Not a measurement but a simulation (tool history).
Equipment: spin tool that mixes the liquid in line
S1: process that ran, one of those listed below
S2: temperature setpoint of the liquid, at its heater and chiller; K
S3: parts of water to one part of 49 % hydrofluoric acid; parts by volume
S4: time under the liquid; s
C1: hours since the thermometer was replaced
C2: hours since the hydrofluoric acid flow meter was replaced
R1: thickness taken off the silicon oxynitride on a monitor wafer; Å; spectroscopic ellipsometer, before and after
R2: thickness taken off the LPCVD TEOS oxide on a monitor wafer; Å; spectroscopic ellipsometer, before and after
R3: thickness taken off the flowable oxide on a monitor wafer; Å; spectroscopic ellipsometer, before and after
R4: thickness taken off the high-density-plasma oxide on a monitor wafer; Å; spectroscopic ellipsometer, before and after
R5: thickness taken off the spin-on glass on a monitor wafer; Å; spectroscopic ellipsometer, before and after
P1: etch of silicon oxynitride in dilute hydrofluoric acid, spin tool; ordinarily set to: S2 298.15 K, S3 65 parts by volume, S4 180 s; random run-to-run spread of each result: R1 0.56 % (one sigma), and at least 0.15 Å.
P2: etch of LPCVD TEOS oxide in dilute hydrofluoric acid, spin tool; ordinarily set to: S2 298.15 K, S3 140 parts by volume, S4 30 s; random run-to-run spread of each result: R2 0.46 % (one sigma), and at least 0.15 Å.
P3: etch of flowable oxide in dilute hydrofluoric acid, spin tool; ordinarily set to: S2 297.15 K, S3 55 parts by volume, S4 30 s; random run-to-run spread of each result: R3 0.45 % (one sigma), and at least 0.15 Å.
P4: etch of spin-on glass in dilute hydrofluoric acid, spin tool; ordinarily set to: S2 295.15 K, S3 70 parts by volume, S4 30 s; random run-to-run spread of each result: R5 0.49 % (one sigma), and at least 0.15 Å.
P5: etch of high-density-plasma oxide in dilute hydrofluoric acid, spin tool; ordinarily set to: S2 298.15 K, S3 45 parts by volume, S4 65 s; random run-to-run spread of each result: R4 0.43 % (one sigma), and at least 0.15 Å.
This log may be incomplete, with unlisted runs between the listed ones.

run   hour  S1      S2   S3   S4      C1      C2      R1      R2      R3      R4      R5
  1    9.6  P1  298.15   65  180  2327.1    1016   89.09
  2   17.3  P1  298.15   20  335  2334.8  1023.7   565.6
  3     29  P2  298.15  255   30  2346.5  1035.4          27.113
  4   38.9  P1  298.15   65  180  2356.4  1045.3   90.54
  5   53.1  P1  304.15   65  180  2370.6  1059.5  120.36
  6   61.1  P3  297.15   55   30  2378.6  1067.5                  217.56
  7   67.5  P1  298.15   65  180    2385  1073.9  89.631
  8     81  P1  298.15   65  180  2398.5  1087.4  90.684
  9   91.2  P1  298.15   40  180  2408.7  1097.6  149.87
 10  102.2  P1  294.65   65   40  2419.7  1108.6   16.95
 11  111.7  P5  293.65   45   65  2429.2  1118.1                          86.999
 12  122.5  P3  290.15   55   30    2440  1128.9                  160.99
 13    130  P1  298.15   65  355  2447.5  1136.4  175.34
 14  140.1  P1  298.15   65   80  2457.6  1146.5  39.552
 15  153.1  P4  290.15   70   30  2470.6  1159.5                                  107.45
 16  167.4  P1  298.15   65  180  2484.9  1173.8   89.52
 17  179.2  P1  291.15   65  180  2496.7  1185.6  63.147
 18  185.9  P2  298.15  140   30  2503.4  1192.3          55.846
 19  193.5  P4  295.15   40   30    2511  1199.9                                   239.5
 20  204.4  P3  297.15   55   50  2521.9  1210.8                  361.83
 21  214.8  P1  298.15   65  180  2532.3  1221.2  89.866
 22  226.1  P5  298.15   20   65  2543.6  1232.5                          244.91
     232.4  -- hydrofluoric acid flow meter replaced
 23    239  P5  298.15   45   30  2556.5     6.7                          48.738
 24  250.9  P2  298.15  140   50  2568.4    18.6          93.348
 25  260.6  P4  295.15   70   30  2578.1    28.3                                  131.87
 26  271.1  P1  298.15  115  180  2588.6    38.8  48.521
 27  285.4  P4  295.15   70   60  2602.9    53.1                                  264.27
 28  295.4  P2  306.65  140   30  2612.9    63.1          76.662
 29  304.2  P1  298.15   20  305  2621.7    71.9  514.69
 30    311  P5  298.15   45   65  2628.5    78.7                          105.21
 31  324.3  P3  297.15   95   30  2641.8      92                  118.91
 32  338.6  P1  298.15   65  180  2656.1   106.3  89.221
 33  347.2  P1  298.15   65  180  2664.7   114.9  87.908
 34  353.7  P1  298.15   65  180  2671.2   121.4  86.414
 35  360.6  P1  298.15   65  180  2678.1   128.3  84.599
 36  368.4  P1  298.15   65  180  2685.9   136.1  84.451
 37  381.6  P1  298.15   65  180  2699.1   149.3  83.203
 38  388.8  P1  298.15   65  180  2706.3   156.5  83.435
 39  396.8  P1  298.15   65  180  2714.3   164.5  82.054
 40    409  P1  298.15   65  180  2726.5   176.7  81.329
 41  419.8  P1  298.15   65  180  2737.3   187.5  81.944
 42  426.4  P1  298.15   65  180  2743.9   194.1  81.178

Something has made what P1 gives creep away from where it was; the 2 causes below, each at its own stated size, fit the log equally well:
A: liquid colder than its thermometer reads (K) = 1.96
B: hydrofluoric acid flow below the setpoint (%) = 8.53
The drift started at roughly hour 338.6.

Below are 4 check runs, each on a single wafer, with their results shown as question marks. Which of them would tell the listed causes apart, meaning the causes would give clearly different results under it?
check 1   433  P4  290.15   70  50                           ?
check 2   433  P5  298.15   25  65                       ?
check 3   433  P2  304.15  210  30               ?
check 4   433  P3  290.15   55  40                   ?

How each check would come out, cause by cause:
  check  result    if A    if B
check 1      R5  164.09  162.23
check 2      R4  179.04  177.26
check 3      R2  39.982  38.189
check 4      R3  197.66  195.85
Minimum pairwise separation of causes per check, each pair taken at its best-separating result: check 1 1.14 %; check 2 1 %; check 3 4.59 %; check 4 0.92 %
Check 3 tells the causes apart: in the others they would give nearly the same result.

Check 3 was then run and gave: R2 39.972 Å. Which cause is it?

It is A: liquid colder than its thermometer reads (K).
